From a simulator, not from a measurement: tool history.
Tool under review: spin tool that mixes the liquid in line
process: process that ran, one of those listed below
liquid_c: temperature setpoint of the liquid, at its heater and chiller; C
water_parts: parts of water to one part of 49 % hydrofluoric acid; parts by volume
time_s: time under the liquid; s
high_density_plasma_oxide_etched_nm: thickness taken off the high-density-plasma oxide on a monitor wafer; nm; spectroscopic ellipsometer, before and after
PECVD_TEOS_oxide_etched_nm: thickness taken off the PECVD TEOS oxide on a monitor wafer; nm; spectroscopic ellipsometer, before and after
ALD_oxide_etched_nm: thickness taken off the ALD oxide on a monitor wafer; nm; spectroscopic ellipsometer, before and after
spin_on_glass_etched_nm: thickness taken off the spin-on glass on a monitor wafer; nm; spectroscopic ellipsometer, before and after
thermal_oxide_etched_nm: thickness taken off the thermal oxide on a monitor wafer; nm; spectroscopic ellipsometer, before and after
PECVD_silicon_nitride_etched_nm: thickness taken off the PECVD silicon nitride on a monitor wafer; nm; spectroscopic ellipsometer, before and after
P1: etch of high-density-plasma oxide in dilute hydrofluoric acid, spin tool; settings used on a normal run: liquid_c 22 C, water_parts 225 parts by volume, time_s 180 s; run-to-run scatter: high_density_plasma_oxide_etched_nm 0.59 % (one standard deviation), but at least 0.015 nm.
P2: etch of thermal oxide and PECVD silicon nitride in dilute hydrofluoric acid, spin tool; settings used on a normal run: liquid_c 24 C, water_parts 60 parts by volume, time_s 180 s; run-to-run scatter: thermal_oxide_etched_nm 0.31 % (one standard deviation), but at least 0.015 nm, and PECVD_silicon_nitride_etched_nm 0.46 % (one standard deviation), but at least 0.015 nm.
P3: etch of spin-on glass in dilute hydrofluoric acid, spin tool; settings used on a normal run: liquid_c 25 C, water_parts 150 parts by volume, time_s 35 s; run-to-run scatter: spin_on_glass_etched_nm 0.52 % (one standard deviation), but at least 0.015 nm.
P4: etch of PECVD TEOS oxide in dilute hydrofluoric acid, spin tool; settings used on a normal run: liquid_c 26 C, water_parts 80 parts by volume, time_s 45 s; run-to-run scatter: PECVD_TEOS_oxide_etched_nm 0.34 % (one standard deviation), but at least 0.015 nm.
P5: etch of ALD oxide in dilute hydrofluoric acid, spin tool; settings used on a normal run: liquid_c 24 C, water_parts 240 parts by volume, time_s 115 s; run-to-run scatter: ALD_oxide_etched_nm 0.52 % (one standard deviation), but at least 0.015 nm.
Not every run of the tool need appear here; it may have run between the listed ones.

| run | hour | process | liquid_c | water_parts | time_s | hours since the thermometer was replaced | hours since the hydrofluoric acid flow meter was replaced | high_density_plasma_oxide_etched_nm | PECVD_TEOS_oxide_etched_nm | ALD_oxide_etched_nm | spin_on_glass_etched_nm | thermal_oxide_etched_nm | PECVD_silicon_nitride_etched_nm |
|---|---|---|---|---|---|---|---|---|---|---|---|---|---|
| 1 | 18.4 | P1 | 22 | 225 | 180 | 1322.1 | 443.2 | 4.004 |  |  |  |  |  |
| 2 | 30.6 | P1 | 22 | 225 | 180 | 1334.3 | 455.4 | 3.994 |  |  |  |  |  |
| 3 | 40.3 | P4 | 26 | 80 | 45 | 1344 | 465.1 |  | 10.308 |  |  |  |  |
| 4 | 55.3 | P1 | 22 | 225 | 180 | 1359 | 480.1 | 4.0359 |  |  |  |  |  |
| 5 | 64.4 | P4 | 22.5 | 80 | 45 | 1368.1 | 489.2 |  | 9.0036 |  |  |  |  |
| 6 | 81.2 | P1 | 22 | 225 | 350 | 1384.9 | 506 | 7.7982 |  |  |  |  |  |
| 7 | 97.5 | P5 | 28 | 240 | 115 | 1401.2 | 522.3 |  |  | 11.715 |  |  |  |
| 8 | 111.7 | P3 | 25 | 150 | 50 | 1415.4 | 536.5 |  |  |  | 19.643 |  |  |
| 9 | 122.9 | P2 | 24 | 60 | 260 | 1426.6 | 547.7 |  |  |  |  | 21.102 | 13.86 |
| 10 | 138.9 | P1 | 17 | 225 | 180 | 1442.6 | 563.7 | 3.2701 |  |  |  |  |  |
| 11 | 154.5 | P1 | 22 | 135 | 180 | 1458.2 | 579.3 | 7.4219 |  |  |  |  |  |
| 12 | 165.2 | P1 | 22 | 225 | 180 | 1468.9 | 590 | 4.0322 |  |  |  |  |  |
| 13 | 173.7 | P2 | 24 | 60 | 180 | 1477.4 | 598.5 |  |  |  |  | 14.629 | 9.5623 |
| 14 | 183.9 | P1 | 22 | 305 | 180 | 1487.6 | 608.7 | 2.7517 |  |  |  |  |  |
| 15 | 195.4 | P4 | 26 | 80 | 70 | 1499.1 | 620.2 |  | 16.112 |  |  |  |  |
| 16 | 210.8 | P2 | 19 | 60 | 180 | 1514.5 | 635.6 |  |  |  |  | 11.899 | 6.8049 |
| 17 | 222.8 | P1 | 27.5 | 225 | 340 | 1526.5 | 647.6 | 9.2274 |  |  |  |  |  |
| 18 | 232.6 | P1 | 22 | 225 | 15 | 1536.3 | 657.4 | 0.34026 |  |  |  |  |  |
| 19 | 248.9 | P3 | 25 | 150 | 35 | 1552.6 | 673.7 |  |  |  | 13.666 |  |  |
| 20 | 260.8 | P1 | 22 | 225 | 180 | 1564.5 | 685.6 | 3.9742 |  |  |  |  |  |
| 21 | 270.8 | P2 | 24 | 25 | 180 | 1574.5 | 695.6 |  |  |  |  | 36.783 | 22.499 |
| 22 | 282.8 | P5 | 24 | 240 | 115 | 1586.5 | 707.6 |  |  | 10.182 |  |  |  |
| 23 | 299.8 | P3 | 29 | 150 | 35 | 1603.5 | 724.6 |  |  |  | 15.988 |  |  |
| 24 | 316.3 | P5 | 24 | 130 | 115 | 1620 | 741.1 |  |  | 21.251 |  |  |  |
| 25 | 334.5 | P1 | 25.5 | 225 | 180 | 1638.2 | 759.3 | 4.5112 |  |  |  |  |  |
| 26 | 353.3 | P1 | 22 | 225 | 180 | 1657 | 778.1 | 3.9292 |  |  |  |  |  |
| 27 | 362.8 | P2 | 24 | 60 | 180 | 1666.5 | 787.6 |  |  |  |  | 14.579 | 9.5925 |
| 28 | 373.2 | P3 | 25 | 230 | 35 | 1676.9 | 798 |  |  |  | 8.1993 |  |  |
| 29 | 381.8 | P4 | 26 | 115 | 45 | 1685.5 | 806.6 |  | 6.9021 |  |  |  |  |
| 30 | 400.8 | P5 | 24 | 240 | 15 | 1704.5 | 825.6 |  |  | 1.3267 |  |  |  |
| 31 | 412.9 | P1 | 22 | 225 | 180 | 1716.6 | 837.7 | 3.9739 |  |  |  |  |  |
| 32 | 423.4 | P1 | 22 | 225 | 180 | 1727.1 | 848.2 | 3.9113 |  |  |  |  |  |
| 33 | 438.9 | P1 | 22 | 225 | 180 | 1742.6 | 863.7 | 3.8719 |  |  |  |  |  |
| 34 | 457.9 | P1 | 22 | 225 | 180 | 1761.6 | 882.7 | 3.8334 |  |  |  |  |  |
| 35 | 468.8 | P1 | 22 | 225 | 180 | 1772.5 | 893.6 | 3.7842 |  |  |  |  |  |
| 36 | 480.2 | P1 | 22 | 225 | 180 | 1783.9 | 905 | 3.8307 |  |  |  |  |  |
| 37 | 493.3 | P1 | 22 | 225 | 180 | 1797 | 918.1 | 3.832 |  |  |  |  |  |

Compared with where it was, what P1 gives has crept away. Each cause listed below fits the log as well as the rest, at the size given for it:
A: hydrofluoric acid flow below the setpoint (%) = 4.29
B: liquid colder than its thermometer reads (K) = 1.44
Creep in the process output first set in at about hour 412.9.

Listed below are the offered check runs, one wafer per run, with question marks in place of results. For which of them would the causes give clearly different outcomes?
| check 1 | 506.4 | P2 | 24 | 60 | 180 |  |  |  |  |  |  | ? | ? |
| check 2 | 506.4 | P4 | 26 | 80 | 45 |  |  |  | ? |  |  |  |  |
| check 3 | 506.4 | P5 | 24 | 240 | 115 |  |  |  |  | ? |  |  |  |
| check 4 | 506.4 | P3 | 25 | 150 | 35 |  |  |  |  |  | ? |  |  |

Outcome of each check run for each possible cause:
| check | result | if A | if B |
|---|---|---|---|
| check 1 | thermal_oxide_etched_nm | 13.965 | 13.801 |
| check 1 | PECVD_silicon_nitride_etched_nm | 9.196 | 8.7116 |
| check 2 | PECVD_TEOS_oxide_etched_nm | 9.8596 | 9.775 |
| check 3 | ALD_oxide_etched_nm | 9.6283 | 9.653 |
| check 4 | spin_on_glass_etched_nm | 13.06 | 13.017 |
Per-check spread between the two closest causes, in the result where they differ most: check 1 5.41 %; check 2 0.86 %; check 3 0.26 %; check 4 0.32 %
Only check 1 tells the causes apart: in the others they would give nearly the same result.

Check 1 was then run and gave: thermal_oxide_etched_nm 13.921 nm; PECVD_silicon_nitride_etched_nm 9.1927 nm. Which cause is it?

The cause is A: hydrofluoric acid flow below the setpoint (%).
